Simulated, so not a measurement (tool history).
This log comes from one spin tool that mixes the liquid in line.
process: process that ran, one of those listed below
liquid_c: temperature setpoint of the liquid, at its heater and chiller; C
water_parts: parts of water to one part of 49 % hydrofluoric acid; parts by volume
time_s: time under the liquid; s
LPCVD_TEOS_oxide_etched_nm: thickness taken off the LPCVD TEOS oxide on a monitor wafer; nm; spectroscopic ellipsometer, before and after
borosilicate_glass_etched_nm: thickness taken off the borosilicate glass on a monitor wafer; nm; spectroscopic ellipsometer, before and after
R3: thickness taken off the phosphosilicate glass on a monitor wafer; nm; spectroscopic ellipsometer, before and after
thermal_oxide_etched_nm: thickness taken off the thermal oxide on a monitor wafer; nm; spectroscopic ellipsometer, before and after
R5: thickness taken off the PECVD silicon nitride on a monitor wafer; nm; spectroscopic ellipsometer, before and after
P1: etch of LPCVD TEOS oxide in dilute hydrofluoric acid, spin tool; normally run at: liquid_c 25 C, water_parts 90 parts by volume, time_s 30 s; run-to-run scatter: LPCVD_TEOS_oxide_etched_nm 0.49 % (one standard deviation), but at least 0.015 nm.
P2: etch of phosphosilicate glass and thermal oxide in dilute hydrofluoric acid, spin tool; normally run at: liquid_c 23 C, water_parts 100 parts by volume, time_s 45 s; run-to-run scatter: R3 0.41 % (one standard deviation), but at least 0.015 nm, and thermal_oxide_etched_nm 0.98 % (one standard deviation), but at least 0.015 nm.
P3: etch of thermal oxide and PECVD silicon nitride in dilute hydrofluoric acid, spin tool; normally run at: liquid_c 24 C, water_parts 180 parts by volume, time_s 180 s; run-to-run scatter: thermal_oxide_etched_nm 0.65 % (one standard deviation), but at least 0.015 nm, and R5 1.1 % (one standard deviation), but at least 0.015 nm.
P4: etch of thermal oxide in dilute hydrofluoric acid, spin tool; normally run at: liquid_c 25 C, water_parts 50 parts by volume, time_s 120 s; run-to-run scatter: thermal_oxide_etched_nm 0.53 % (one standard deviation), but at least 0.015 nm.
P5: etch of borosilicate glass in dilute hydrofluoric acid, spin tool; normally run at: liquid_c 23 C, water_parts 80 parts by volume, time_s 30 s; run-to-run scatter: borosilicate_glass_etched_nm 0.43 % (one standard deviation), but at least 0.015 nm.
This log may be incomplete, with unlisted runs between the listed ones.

Run 1, hour 11.5: process P1, liquid_c 25 C, water_parts 90 parts by volume, time_s 30 s. Result: LPCVD_TEOS_oxide_etched_nm 19.675 nm.
Run 2, hour 27.5: process P5, liquid_c 23 C, water_parts 80 parts by volume, time_s 30 s. Result: borosilicate_glass_etched_nm 17.998 nm.
Run 3, hour 37.6: process P2, liquid_c 17 C, water_parts 100 parts by volume, time_s 45 s. Result: R3 20.541 nm, thermal_oxide_etched_nm 1.6357 nm.
Run 4, hour 45.2: process P1, liquid_c 25 C, water_parts 90 parts by volume, time_s 30 s. Result: LPCVD_TEOS_oxide_etched_nm 19.598 nm.
Run 5, hour 59.1: process P5, liquid_c 23 C, water_parts 115 parts by volume, time_s 30 s. Result: borosilicate_glass_etched_nm 12.009 nm.
Run 6, hour 74.8: process P4, liquid_c 25 C, water_parts 50 parts by volume, time_s 70 s. Result: thermal_oxide_etched_nm 7.7972 nm.
Run 7, hour 86.4: process P4, liquid_c 31.5 C, water_parts 50 parts by volume, time_s 120 s. Result: thermal_oxide_etched_nm 17.198 nm.
Run 8, hour 101: process P3, liquid_c 24 C, water_parts 250 parts by volume, time_s 180 s. Result: thermal_oxide_etched_nm 2.8042 nm, R5 1.5479 nm.
Run 9, hour 115.3: process P1, liquid_c 25 C, water_parts 90 parts by volume, time_s 30 s. Result: LPCVD_TEOS_oxide_etched_nm 19.638 nm.
Run 10, hour 124.5: process P3, liquid_c 24 C, water_parts 180 parts by volume, time_s 180 s. Result: thermal_oxide_etched_nm 4.1878 nm, R5 2.1329 nm.
Run 11, hour 132.6: process P2, liquid_c 23 C, water_parts 165 parts by volume, time_s 45 s. Result: R3 14.758 nm, thermal_oxide_etched_nm 1.1944 nm.
Run 12, hour 145.9: process P1, liquid_c 33 C, water_parts 55 parts by volume, time_s 30 s. Result: LPCVD_TEOS_oxide_etched_nm 46.353 nm.
Run 13, hour 158.4: process P5, liquid_c 19 C, water_parts 80 parts by volume, time_s 30 s. Result: borosilicate_glass_etched_nm 15.305 nm.
Run 14, hour 171.5: process P1, liquid_c 17 C, water_parts 90 parts by volume, time_s 30 s. Result: LPCVD_TEOS_oxide_etched_nm 14.225 nm.
Run 15, hour 180: process P2, liquid_c 23 C, water_parts 100 parts by volume, time_s 20 s. Result: R3 11.683 nm, thermal_oxide_etched_nm 0.95227 nm.
Run 16, hour 194.8: process P1, liquid_c 30.5 C, water_parts 90 parts by volume, time_s 30 s. Result: LPCVD_TEOS_oxide_etched_nm 24.295 nm.
Run 17, hour 202.6: process P3, liquid_c 24 C, water_parts 180 parts by volume, time_s 300 s. Result: thermal_oxide_etched_nm 6.8976 nm, R5 3.6627 nm.
Run 18, hour 212.5: process P1, liquid_c 25 C, water_parts 90 parts by volume, time_s 30 s. Result: LPCVD_TEOS_oxide_etched_nm 19.795 nm.
Run 19, hour 225: process P4, liquid_c 25 C, water_parts 25 parts by volume, time_s 120 s. Result: thermal_oxide_etched_nm 27.775 nm.
Run 20, hour 242.2: process P1, liquid_c 25 C, water_parts 90 parts by volume, time_s 15 s. Result: LPCVD_TEOS_oxide_etched_nm 9.7912 nm.
At hour 250.3: thermometer replaced.
Run 21, hour 251.2: process P2, liquid_c 23 C, water_parts 100 parts by volume, time_s 45 s. Result: R3 26.412 nm, thermal_oxide_etched_nm 2.0875 nm.
Run 22, hour 267.5: process P3, liquid_c 19.5 C, water_parts 180 parts by volume, time_s 180 s. Result: thermal_oxide_etched_nm 3.57 nm, R5 1.6463 nm.
Run 23, hour 276.1: process P1, liquid_c 25 C, water_parts 90 parts by volume, time_s 30 s. Result: LPCVD_TEOS_oxide_etched_nm 19.713 nm.
Run 24, hour 289.9: process P1, liquid_c 25 C, water_parts 45 parts by volume, time_s 30 s. Result: LPCVD_TEOS_oxide_etched_nm 41.603 nm.
Run 25, hour 305.7: process P2, liquid_c 23 C, water_parts 100 parts by volume, time_s 45 s. Result: R3 26.139 nm, thermal_oxide_etched_nm 2.0827 nm.
Run 26, hour 314.2: process P1, liquid_c 25 C, water_parts 90 parts by volume, time_s 30 s. Result: LPCVD_TEOS_oxide_etched_nm 19.533 nm.
Run 27, hour 331.3: process P5, liquid_c 23 C, water_parts 80 parts by volume, time_s 50 s. Result: borosilicate_glass_etched_nm 30.19 nm.
Run 28, hour 345.6: process P3, liquid_c 24 C, water_parts 180 parts by volume, time_s 180 s. Result: thermal_oxide_etched_nm 4.2243 nm, R5 2.1236 nm.
Run 29, hour 362.4: process P1, liquid_c 25 C, water_parts 140 parts by volume, time_s 30 s. Result: LPCVD_TEOS_oxide_etched_nm 11.943 nm.
Run 30, hour 376.2: process P4, liquid_c 25 C, water_parts 50 parts by volume, time_s 120 s. Result: thermal_oxide_etched_nm 13.271 nm.
Run 31, hour 393.4: process P1, liquid_c 25 C, water_parts 90 parts by volume, time_s 55 s. Result: LPCVD_TEOS_oxide_etched_nm 36.075 nm.
Run 32, hour 407.8: process P1, liquid_c 25 C, water_parts 90 parts by volume, time_s 30 s. Result: LPCVD_TEOS_oxide_etched_nm 19.762 nm.
Run 33, hour 421: process P4, liquid_c 25 C, water_parts 50 parts by volume, time_s 120 s. Result: thermal_oxide_etched_nm 13.375 nm.
Run 34, hour 429.6: process P1, liquid_c 25 C, water_parts 90 parts by volume, time_s 30 s. Result: LPCVD_TEOS_oxide_etched_nm 19.851 nm.
Run 35, hour 440.5: process P1, liquid_c 25 C, water_parts 90 parts by volume, time_s 30 s. Result: LPCVD_TEOS_oxide_etched_nm 19.002 nm.
Run 36, hour 458.2: process P1, liquid_c 25 C, water_parts 90 parts by volume, time_s 30 s. Result: LPCVD_TEOS_oxide_etched_nm 18.299 nm.
Run 37, hour 465.9: process P1, liquid_c 25 C, water_parts 90 parts by volume, time_s 30 s. Result: LPCVD_TEOS_oxide_etched_nm 18.448 nm.
Run 38, hour 481.7: process P1, liquid_c 25 C, water_parts 90 parts by volume, time_s 30 s. Result: LPCVD_TEOS_oxide_etched_nm 18.194 nm.
Run 39, hour 498: process P1, liquid_c 25 C, water_parts 90 parts by volume, time_s 30 s. Result: LPCVD_TEOS_oxide_etched_nm 18.26 nm.
Run 40, hour 515.4: process P1, liquid_c 25 C, water_parts 90 parts by volume, time_s 30 s. Result: LPCVD_TEOS_oxide_etched_nm 17.843 nm.

Something has made what P1 gives creep away from where it was; the 2 causes below, each at its own stated size, fit the log equally well:
A: liquid colder than its thermometer reads (K) = 2.19
B: hydrofluoric acid flow below the setpoint (%) = 7.51
Onset of the creep was near hour 429.6.

Each of the check runs listed below is run on 3 wafers and reports their average, with the results left as question marks. Pick the one under which the possible causes would lead to clearly different results.
Run check 1, hour 532.8: process P2, liquid_c 23 C, water_parts 100 parts by volume, time_s 45 s. Result: R3 ?, thermal_oxide_etched_nm ?.
Run check 2, hour 532.8: process P4, liquid_c 25 C, water_parts 50 parts by volume, time_s 120 s. Result: thermal_oxide_etched_nm ?.
Run check 3, hour 532.8: process P5, liquid_c 23 C, water_parts 80 parts by volume, time_s 30 s. Result: borosilicate_glass_etched_nm ?.
Run check 4, hour 532.8: process P3, liquid_c 24 C, water_parts 180 parts by volume, time_s 180 s. Result: thermal_oxide_etched_nm ?, R5 ?.

What every check run would give for each of its results, assuming each possible cause in turn:
  check                        result    if A    if B
check 1                            R3  23.988  24.004
check 1       thermal_oxide_etched_nm  1.9187    1.92
check 2       thermal_oxide_etched_nm  12.186  12.266
check 3  borosilicate_glass_etched_nm  16.475  16.533
check 4       thermal_oxide_etched_nm  3.8479  3.8056
check 4                            R5  1.8802  2.0039
Per-check spread between the two closest causes, in the result where they differ most: check 1 0.07 %; check 2 0.66 %; check 3 0.35 %; check 4 6.37 %
Check 4 is the one run that separates the causes; every other check would come out nearly the same whichever cause is at work.

Then check 4 was run and gave: thermal_oxide_etched_nm 3.8654 nm; R5 1.8815 nm. Which cause is it?

The correct cause is A, namely: liquid colder than its thermometer reads (K).

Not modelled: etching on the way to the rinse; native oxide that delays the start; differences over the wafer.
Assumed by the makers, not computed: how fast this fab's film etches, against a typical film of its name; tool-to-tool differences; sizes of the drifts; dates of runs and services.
